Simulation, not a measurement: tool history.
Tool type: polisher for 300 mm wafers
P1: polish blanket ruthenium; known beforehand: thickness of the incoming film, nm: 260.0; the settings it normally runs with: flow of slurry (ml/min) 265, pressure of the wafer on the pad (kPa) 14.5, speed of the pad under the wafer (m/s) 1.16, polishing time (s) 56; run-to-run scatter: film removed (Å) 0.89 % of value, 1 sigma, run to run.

run	hour	flow of slurry (ml/min)	pressure of the wafer on the pad (kPa)	speed of the pad under the wafer (m/s)	polishing time (s)	film removed (Å)
1	13.4	265	14.5	1.16	56	690.63
2	23.6	265	14.5	1.16	30	371.92
3	36.6	265	20.7	1.16	56	987.96
4	44.1	265	14.5	1.8	56	1080.6
5	54.4	265	14.5	1.16	56	682.55
6	60.8	160	14.5	1.16	56	647.06
7	74.3	265	14.5	1.16	56	700.94
8	81.2	265	14.5	1.16	56	692.62
9	93.6	400	14.5	1.16	31	392.91
10	102.9	265	6.9	1.16	56	328.49
11	109.4	410	14.5	1.16	56	720.2
12	115.8	265	14.5	0.52	56	316.01
13	129	265	14.5	1.16	80	994.07
14	140.5	265	14.5	1.16	56	700.12
15	153.5	265	14.5	1.16	56	693.27
16	160.5	265	14.5	1.16	56	673.56
17	169.3	265	14.5	1.16	56	664.43
18	178	265	14.5	1.16	56	669.83
19	185.8	265	14.5	1.16	56	658.96
# hour 194.5: worn pad replaced by a new one
20	197.8	265	14.5	1.16	56	650.3
21	207.6	265	14.5	1.16	56	652.92
22	219.9	265	14.5	1.16	56	658.12
23	231.2	265	14.5	1.16	56	649.96

P1 no longer gives what it gave before; its output has crept away from where it was. The following 2 causes, each at its listed size, fit the log equally well:
A: head's pressure below its setpoint, % = 5.97
B: slurry flow missing at the pad, % = 38.4
The gradual shift began around hour 153.5.
What rules out each remaining cause:
removal rate lost through wear of the pad, %: serviced at hour 194.5, after the drift had started, without restoring the earlier output

4 check runs are offered, each on 3 wafers whose results are averaged, their results left as question marks. Which one tells the causes apart?
check 1	242.5	265	14.5	0.56	56	?
check 2	242.5	160	14.5	1.16	68	?
check 3	242.5	265	8.3	1.16	56	?
check 4	242.5	265	11	0.64	56	?

How each check would come out, cause by cause:
check	result	if A	if B
check 1	film removed (Å)	315.21	315.2
check 2	film removed (Å)	743.11	716.35
check 3	film removed (Å)	373.1	373.09
check 4	film removed (Å)	274.47	274.46
Gap, in per cent, between the two causes that each check separates least, read from the result that separates them most: check 1 0 %; check 2 3.67 %; check 3 0 %; check 4 0 %
Check 2 tells the causes apart: in the others they would give nearly the same result.

Check 2 was carried out, with these results: film removed (Å) 741.89. Which of the listed causes is responsible?

The correct cause is A, namely: head's pressure below its setpoint, %.
